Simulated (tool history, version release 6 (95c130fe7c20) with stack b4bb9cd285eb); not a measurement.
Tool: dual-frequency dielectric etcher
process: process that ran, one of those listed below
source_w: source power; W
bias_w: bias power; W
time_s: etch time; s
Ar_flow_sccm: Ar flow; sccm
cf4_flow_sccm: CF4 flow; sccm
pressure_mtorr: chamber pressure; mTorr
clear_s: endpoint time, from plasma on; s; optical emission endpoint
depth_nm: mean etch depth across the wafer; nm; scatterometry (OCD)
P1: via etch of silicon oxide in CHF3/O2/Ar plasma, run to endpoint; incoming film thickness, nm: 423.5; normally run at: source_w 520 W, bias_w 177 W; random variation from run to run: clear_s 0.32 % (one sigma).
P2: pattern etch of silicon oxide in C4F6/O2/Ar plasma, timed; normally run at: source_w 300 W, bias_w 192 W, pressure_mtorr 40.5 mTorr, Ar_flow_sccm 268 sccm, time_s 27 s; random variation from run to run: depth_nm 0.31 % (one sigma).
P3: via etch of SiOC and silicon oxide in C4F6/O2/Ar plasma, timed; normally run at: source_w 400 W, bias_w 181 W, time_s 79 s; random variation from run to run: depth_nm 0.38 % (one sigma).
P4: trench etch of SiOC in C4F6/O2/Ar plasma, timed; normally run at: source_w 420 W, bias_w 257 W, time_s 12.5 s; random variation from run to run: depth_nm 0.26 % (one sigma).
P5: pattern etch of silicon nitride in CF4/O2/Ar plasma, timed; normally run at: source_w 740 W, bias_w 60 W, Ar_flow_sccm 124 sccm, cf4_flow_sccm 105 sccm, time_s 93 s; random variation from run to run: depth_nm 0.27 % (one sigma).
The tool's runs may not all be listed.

| run | day | process | source_w | bias_w | time_s | Ar_flow_sccm | cf4_flow_sccm | pressure_mtorr | clear_s | depth_nm |
|---|---|---|---|---|---|---|---|---|---|---|
| 1 | 0.292 | P1 | 520 | 177 |  |  |  |  | 217.17 |  |
| 2 | 0.529 | P3 | 400 | 181 | 79 |  |  |  |  | 86.994 |
| 3 | 0.792 | P5 | 740 | 43 | 93 | 124 | 105 |  |  | 231.65 |
| 4 | 1.204 | P4 | 420 | 257 | 12.5 |  |  |  |  | 30.037 |
| 5 | 1.446 | P1 | 430 | 225 |  |  |  |  | 217.75 |  |
|  | 1.483 | bias power generator calibrated |
| 6 | 1.683 | P3 | 400 | 181 | 43.5 |  |  |  |  | 48.232 |
| 7 | 1.946 | P1 | 520 | 177 |  |  |  |  | 218.59 |  |
| 8 | 2.271 | P2 | 180 | 192 | 27 | 268 |  | 40.5 |  | 63.467 |
| 9 | 2.692 | P5 | 740 | 60 | 69.5 | 124 | 105 |  |  | 196.22 |
| 10 | 2.983 | P2 | 300 | 192 | 27 | 210 |  | 40.5 |  | 79.345 |
|  | 3.3 | wet clean of the chamber |
| 11 | 3.404 | P1 | 700 | 177 |  |  |  |  | 195.91 |  |
| 12 | 3.717 | P2 | 300 | 192 | 27 | 268 |  | 30.5 |  | 80.109 |
| 13 | 4 | P2 | 300 | 192 | 15.5 | 268 |  | 40.5 |  | 44.359 |
| 14 | 4.417 | P1 | 520 | 177 |  |  |  |  | 217.68 |  |
| 15 | 4.633 | P5 | 740 | 60 | 93 | 168 | 105 |  |  | 251.59 |
| 16 | 5.017 | P1 | 380 | 177 |  |  |  |  | 245.54 |  |
| 17 | 5.471 | P5 | 740 | 60 | 93 | 124 | 146 |  |  | 272.34 |
| 18 | 5.742 | P3 | 300 | 181 | 79 |  |  |  |  | 78.612 |
| 19 | 6.142 | P5 | 740 | 60 | 93 | 124 | 105 |  |  | 261.85 |
| 20 | 6.483 | P2 | 300 | 265 | 27 | 268 |  | 40.5 |  | 86.369 |
| 21 | 6.867 | P1 | 520 | 177 |  |  |  |  | 218.46 |  |
| 22 | 7.262 | P1 | 420 | 136 |  |  |  |  | 258.86 |  |
| 23 | 7.508 | P5 | 950 | 60 | 93 | 124 | 105 |  |  | 324.5 |
| 24 | 7.854 | P1 | 520 | 104 |  |  |  |  | 260.27 |  |
| 25 | 8.104 | P4 | 420 | 257 | 19 |  |  |  |  | 45.864 |
| 26 | 8.379 | P1 | 520 | 218 |  |  |  |  | 204.52 |  |
| 27 | 8.696 | P4 | 580 | 257 | 12.5 |  |  |  |  | 34.056 |
| 28 | 8.996 | P5 | 740 | 60 | 93 | 124 | 105 |  |  | 261.68 |
| 29 | 9.438 | P1 | 520 | 177 |  |  |  |  | 218.9 |  |
| 30 | 9.896 | P4 | 420 | 365 | 12.5 |  |  |  |  | 33.982 |
| 31 | 10.279 | P2 | 300 | 192 | 27 | 268 |  | 40.5 |  | 76.959 |
| 32 | 10.6 | P3 | 400 | 139 | 79 |  |  |  |  | 80.586 |
| 33 | 11.05 | P1 | 520 | 177 |  |  |  |  | 219.16 |  |
| 34 | 11.392 | P1 | 520 | 177 |  |  |  |  | 219.76 |  |
| 35 | 11.829 | P1 | 520 | 177 |  |  |  |  | 221.32 |  |
| 36 | 12.075 | P1 | 520 | 177 |  |  |  |  | 221.83 |  |
| 37 | 12.508 | P1 | 520 | 177 |  |  |  |  | 222.75 |  |
| 38 | 12.829 | P1 | 520 | 177 |  |  |  |  | 222.65 |  |
| 39 | 13.121 | P1 | 520 | 177 |  |  |  |  | 222.41 |  |
|  | 13.425 | wet clean of the chamber |
| 40 | 13.517 | P1 | 520 | 177 |  |  |  |  | 222.81 |  |
| 41 | 13.733 | P1 | 520 | 177 |  |  |  |  | 222.5 |  |
| 42 | 13.933 | P1 | 520 | 177 |  |  |  |  | 222.81 |  |
| 43 | 14.262 | P1 | 520 | 177 |  |  |  |  | 222.92 |  |
| 44 | 14.7 | P1 | 520 | 177 |  |  |  |  | 221.64 |  |

What P1 gives has crept away from where it was. These 2 causes fit the log equally well, each at the size given:
A: bias power that arrives under what is set, % = 4.7
B: source power that arrives under what is set, % = 4.16
The creep began at about day 11.05.
Why every other cause is out:
chamber walls in a state that lowers the etch rate, %: serviced at day 13.425, which brought nothing back

4 check runs are offered, one wafer each, their results left as question marks. Which one tells the causes apart?
| check 1 | 15.138 | P5 | 740 | 45 | 93 | 124 | 130 |  |  | ? |
| check 2 | 15.138 | P4 | 550 | 257 | 16.5 |  |  |  |  | ? |
| check 3 | 15.138 | P2 | 300 | 236 | 15.5 | 268 |  | 40.5 |  | ? |
| check 4 | 15.138 | P3 | 320 | 181 | 79 |  |  |  |  | ? |

What each check would give under each cause:
| check | result | if A | if B |
|---|---|---|---|
| check 1 | depth_nm | 237.69 | 232.87 |
| check 2 | depth_nm | 43.372 | 43.357 |
| check 3 | depth_nm | 46.8 | 46.806 |
| check 4 | depth_nm | 79.056 | 79.002 |
How far apart the two closest causes lie, in the result that separates them most: check 1 2.05 %; check 2 0.03 %; check 3 0.01 %; check 4 0.07 %
Check 1 tells the causes apart: in the others they would give nearly the same result.

Check 1 was then run and gave: depth_nm 238.77 nm. Which cause is it?

It is A: bias power that arrives under what is set, %.

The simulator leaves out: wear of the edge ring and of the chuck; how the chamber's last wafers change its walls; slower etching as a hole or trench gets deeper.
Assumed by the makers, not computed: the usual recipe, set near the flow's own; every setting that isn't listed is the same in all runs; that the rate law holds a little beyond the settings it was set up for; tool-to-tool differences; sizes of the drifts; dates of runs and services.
